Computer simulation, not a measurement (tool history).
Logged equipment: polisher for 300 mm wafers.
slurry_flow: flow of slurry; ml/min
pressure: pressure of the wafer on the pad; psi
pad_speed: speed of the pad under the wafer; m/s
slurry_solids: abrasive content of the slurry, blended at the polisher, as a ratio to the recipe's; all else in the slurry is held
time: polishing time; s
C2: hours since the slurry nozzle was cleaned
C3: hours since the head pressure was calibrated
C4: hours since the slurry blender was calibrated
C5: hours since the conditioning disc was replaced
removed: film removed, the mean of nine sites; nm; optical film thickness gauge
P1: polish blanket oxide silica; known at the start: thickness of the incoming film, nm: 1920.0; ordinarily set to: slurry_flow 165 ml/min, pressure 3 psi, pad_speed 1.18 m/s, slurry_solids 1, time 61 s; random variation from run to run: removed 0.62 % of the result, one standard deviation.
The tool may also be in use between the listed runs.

run 1 hour=6.6 | slurry_flow=165 pressure=3 pad_speed=1.18 slurry_solids=1 time=61 | wafers_polished_on_this_pad=788 C2=374.1 C3=1040.3 C4=116 C5=77.6 | removed=165.85
run 2 hour=12.7 | slurry_flow=165 pressure=3 pad_speed=1.18 slurry_solids=1 time=61 | wafers_polished_on_this_pad=852 C2=380.2 C3=1046.4 C4=122.1 C5=83.7 | removed=168.32
run 3 hour=21.3 | slurry_flow=230 pressure=3 pad_speed=1.18 slurry_solids=1 time=61 | wafers_polished_on_this_pad=942 C2=388.8 C3=1055 C4=130.7 C5=92.3 | removed=173.81
run 4 hour=29 | slurry_flow=165 pressure=3 pad_speed=1.18 slurry_solids=1 time=61 | wafers_polished_on_this_pad=1023 C2=396.5 C3=1062.7 C4=138.4 C5=100 | removed=166.93
run 5 hour=35.1 | slurry_flow=165 pressure=1.4 pad_speed=1.18 slurry_solids=1 time=61 | wafers_polished_on_this_pad=1087 C2=402.6 C3=1068.8 C4=144.5 C5=106.1 | removed=77.986
run 6 hour=39.5 | slurry_flow=165 pressure=3 pad_speed=1.18 slurry_solids=1 time=31 | wafers_polished_on_this_pad=1133 C2=407 C3=1073.2 C4=148.9 C5=110.5 | removed=85.231
run 7 hour=47 | slurry_flow=100 pressure=3 pad_speed=1.18 slurry_solids=1 time=61 | wafers_polished_on_this_pad=1212 C2=414.5 C3=1080.7 C4=156.4 C5=118 | removed=152.4
run 8 hour=53.2 | slurry_flow=165 pressure=3 pad_speed=1.18 slurry_solids=1 time=85 | wafers_polished_on_this_pad=1277 C2=420.7 C3=1086.9 C4=162.6 C5=124.2 | removed=234.69
run 9 hour=59 | slurry_flow=165 pressure=3 pad_speed=0.66 slurry_solids=1 time=61 | wafers_polished_on_this_pad=1338 C2=426.5 C3=1092.7 C4=168.4 C5=130 | removed=105.38
run 10 hour=63.7 | slurry_flow=165 pressure=3 pad_speed=1.18 slurry_solids=0.65 time=61 | wafers_polished_on_this_pad=1387 C2=431.2 C3=1097.4 C4=173.1 C5=134.7 | removed=134.73
run 11 hour=68.5 | slurry_flow=165 pressure=3 pad_speed=1.5 slurry_solids=1 time=61 | wafers_polished_on_this_pad=1438 C2=436 C3=1102.2 C4=177.9 C5=139.5 | removed=204.58
run 12 hour=77 | slurry_flow=165 pressure=3 pad_speed=1.18 slurry_solids=1 time=61 | wafers_polished_on_this_pad=1527 C2=444.5 C3=1110.7 C4=186.4 C5=148 | removed=167.84
run 13 hour=85.6 | slurry_flow=165 pressure=4.5 pad_speed=1.18 slurry_solids=1 time=61 | wafers_polished_on_this_pad=1617 C2=453.1 C3=1119.3 C4=195 C5=156.6 | removed=250.72
run 14 hour=91 | slurry_flow=165 pressure=3 pad_speed=1.18 slurry_solids=1.45 time=61 | wafers_polished_on_this_pad=1674 C2=458.5 C3=1124.7 C4=200.4 C5=162 | removed=196.51

Run 15 is up next; what results do you expect?
run 15 hour=98.7 | slurry_flow=165 pressure=3 pad_speed=1.18 slurry_solids=1 time=61 | wafers_polished_on_this_pad=1755 C2=466.2 C3=1132.4 C4=208.1 C5=169.7 | removed=?

Run 15 produced removed 165.89 nm.
